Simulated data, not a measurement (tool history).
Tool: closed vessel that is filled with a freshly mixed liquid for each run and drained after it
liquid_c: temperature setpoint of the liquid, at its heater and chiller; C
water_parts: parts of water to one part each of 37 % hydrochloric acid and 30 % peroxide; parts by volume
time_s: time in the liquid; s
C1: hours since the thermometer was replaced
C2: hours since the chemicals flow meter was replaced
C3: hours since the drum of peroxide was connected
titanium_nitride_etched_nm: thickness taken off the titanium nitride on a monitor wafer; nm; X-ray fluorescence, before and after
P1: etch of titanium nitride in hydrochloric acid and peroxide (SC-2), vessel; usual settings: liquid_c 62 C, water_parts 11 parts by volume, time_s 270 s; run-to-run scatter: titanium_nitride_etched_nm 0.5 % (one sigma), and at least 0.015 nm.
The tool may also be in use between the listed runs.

Run 1, hour 8: liquid_c 62 C, water_parts 11 parts by volume, time_s 270 s; C1 2228.5; C2 1197; C3 432.7. Result: titanium_nitride_etched_nm 16.753 nm.
Run 2, hour 18.3: liquid_c 62 C, water_parts 4 parts by volume, time_s 270 s; C1 2238.8; C2 1207.3; C3 443. Result: titanium_nitride_etched_nm 36.194 nm.
Run 3, hour 35.7: liquid_c 62 C, water_parts 18 parts by volume, time_s 270 s; C1 2256.2; C2 1224.7; C3 460.4. Result: titanium_nitride_etched_nm 10.83 nm.
Run 4, hour 47.8: liquid_c 62 C, water_parts 11 parts by volume, time_s 270 s; C1 2268.3; C2 1236.8; C3 472.5. Result: titanium_nitride_etched_nm 16.632 nm.
Run 5, hour 62.8: liquid_c 62 C, water_parts 11 parts by volume, time_s 270 s; C1 2283.3; C2 1251.8; C3 487.5. Result: titanium_nitride_etched_nm 16.689 nm.
Run 6, hour 76.3: liquid_c 45.5 C, water_parts 11 parts by volume, time_s 270 s; C1 2296.8; C2 1265.3; C3 501. Result: titanium_nitride_etched_nm 5.7269 nm.
Run 7, hour 87.2: liquid_c 62 C, water_parts 11 parts by volume, time_s 30 s; C1 2307.7; C2 1276.2; C3 511.9. Result: titanium_nitride_etched_nm 1.8673 nm.
Run 8, hour 102.8: liquid_c 72 C, water_parts 7 parts by volume, time_s 270 s; C1 2323.3; C2 1291.8; C3 527.5. Result: titanium_nitride_etched_nm 44.196 nm.
Run 9, hour 115: liquid_c 54 C, water_parts 11 parts by volume, time_s 110 s; C1 2335.5; C2 1304; C3 539.7. Result: titanium_nitride_etched_nm 4.1129 nm.
At hour 116.3: thermometer replaced.
Run 10, hour 128.6: liquid_c 62 C, water_parts 11 parts by volume, time_s 500 s; C1 12.3; C2 1317.6; C3 553.3. Result: titanium_nitride_etched_nm 30.76 nm.
Run 11, hour 138.7: liquid_c 62 C, water_parts 11 parts by volume, time_s 270 s; C1 22.4; C2 1327.7; C3 563.4. Result: titanium_nitride_etched_nm 16.914 nm.
Run 12, hour 151.3: liquid_c 72 C, water_parts 11 parts by volume, time_s 270 s; C1 35; C2 1340.3; C3 576. Result: titanium_nitride_etched_nm 30.567 nm.
Run 13, hour 166.5: liquid_c 62 C, water_parts 11 parts by volume, time_s 270 s; C1 50.2; C2 1355.5; C3 591.2. Result: titanium_nitride_etched_nm 16.843 nm.
Run 14, hour 178.3: liquid_c 62 C, water_parts 11 parts by volume, time_s 270 s; C1 62; C2 1367.3; C3 603. Result: titanium_nitride_etched_nm 17.207 nm.
Run 15, hour 186.5: liquid_c 62 C, water_parts 11 parts by volume, time_s 270 s; C1 70.2; C2 1375.5; C3 611.2. Result: titanium_nitride_etched_nm 17.615 nm.
Run 16, hour 200.2: liquid_c 62 C, water_parts 11 parts by volume, time_s 270 s; C1 83.9; C2 1389.2; C3 624.9. Result: titanium_nitride_etched_nm 18.027 nm.
Run 17, hour 208: liquid_c 62 C, water_parts 11 parts by volume, time_s 270 s; C1 91.7; C2 1397; C3 632.7. Result: titanium_nitride_etched_nm 18.054 nm.
Run 18, hour 218.9: liquid_c 62 C, water_parts 11 parts by volume, time_s 270 s; C1 102.6; C2 1407.9; C3 643.6. Result: titanium_nitride_etched_nm 17.989 nm.
Run 19, hour 230.5: liquid_c 62 C, water_parts 11 parts by volume, time_s 270 s; C1 114.2; C2 1419.5; C3 655.2. Result: titanium_nitride_etched_nm 18.033 nm.
Run 20, hour 239.8: liquid_c 62 C, water_parts 11 parts by volume, time_s 270 s; C1 123.5; C2 1428.8; C3 664.5. Result: titanium_nitride_etched_nm 18.179 nm.
Run 21, hour 249: liquid_c 62 C, water_parts 11 parts by volume, time_s 270 s; C1 132.7; C2 1438; C3 673.7. Result: titanium_nitride_etched_nm 18.371 nm.

What P1 gives has crept away from where it was. These 2 causes fit the log equally well, each at the size given:
A: liquid hotter than its thermometer reads (K) = 1.38
B: chemicals flow above the setpoint (%) = 10.6
The creep began at about hour 166.5.
Why every other cause is out:
peroxide weaker than its label (%): at most 8, which would move titanium_nitride_etched_nm by -7.4 %: too little, or the wrong way

4 check runs are offered, each on 3 wafers whose results are averaged, their results left as question marks. Which one tells the causes apart?
Run check 1, hour 258.2: liquid_c 72 C, water_parts 11 parts by volume, time_s 410 s. Result: titanium_nitride_etched_nm ?.
Run check 2, hour 258.2: liquid_c 53 C, water_parts 4 parts by volume, time_s 270 s. Result: titanium_nitride_etched_nm ?.
Run check 3, hour 258.2: liquid_c 70.5 C, water_parts 11 parts by volume, time_s 30 s. Result: titanium_nitride_etched_nm ?.
Run check 4, hour 258.2: liquid_c 48.5 C, water_parts 17 parts by volume, time_s 270 s. Result: titanium_nitride_etched_nm ?.

What each check would give under each cause:
  check                      result    if A    if B
check 1  titanium_nitride_etched_nm  50.293  50.505
check 2  titanium_nitride_etched_nm   22.37   21.84
check 3  titanium_nitride_etched_nm  3.3721   3.384
check 4  titanium_nitride_etched_nm  5.2536  5.2387
How far apart the two closest causes lie, in the result that separates them most: check 1 0.42 %; check 2 2.4 %; check 3 0.35 %; check 4 0.28 %
Only check 2 tells the causes apart: in the others they would give nearly the same result.

Check 2 was then run and gave: titanium_nitride_etched_nm 21.879 nm. Which cause is it?

It is B: chemicals flow above the setpoint (%).
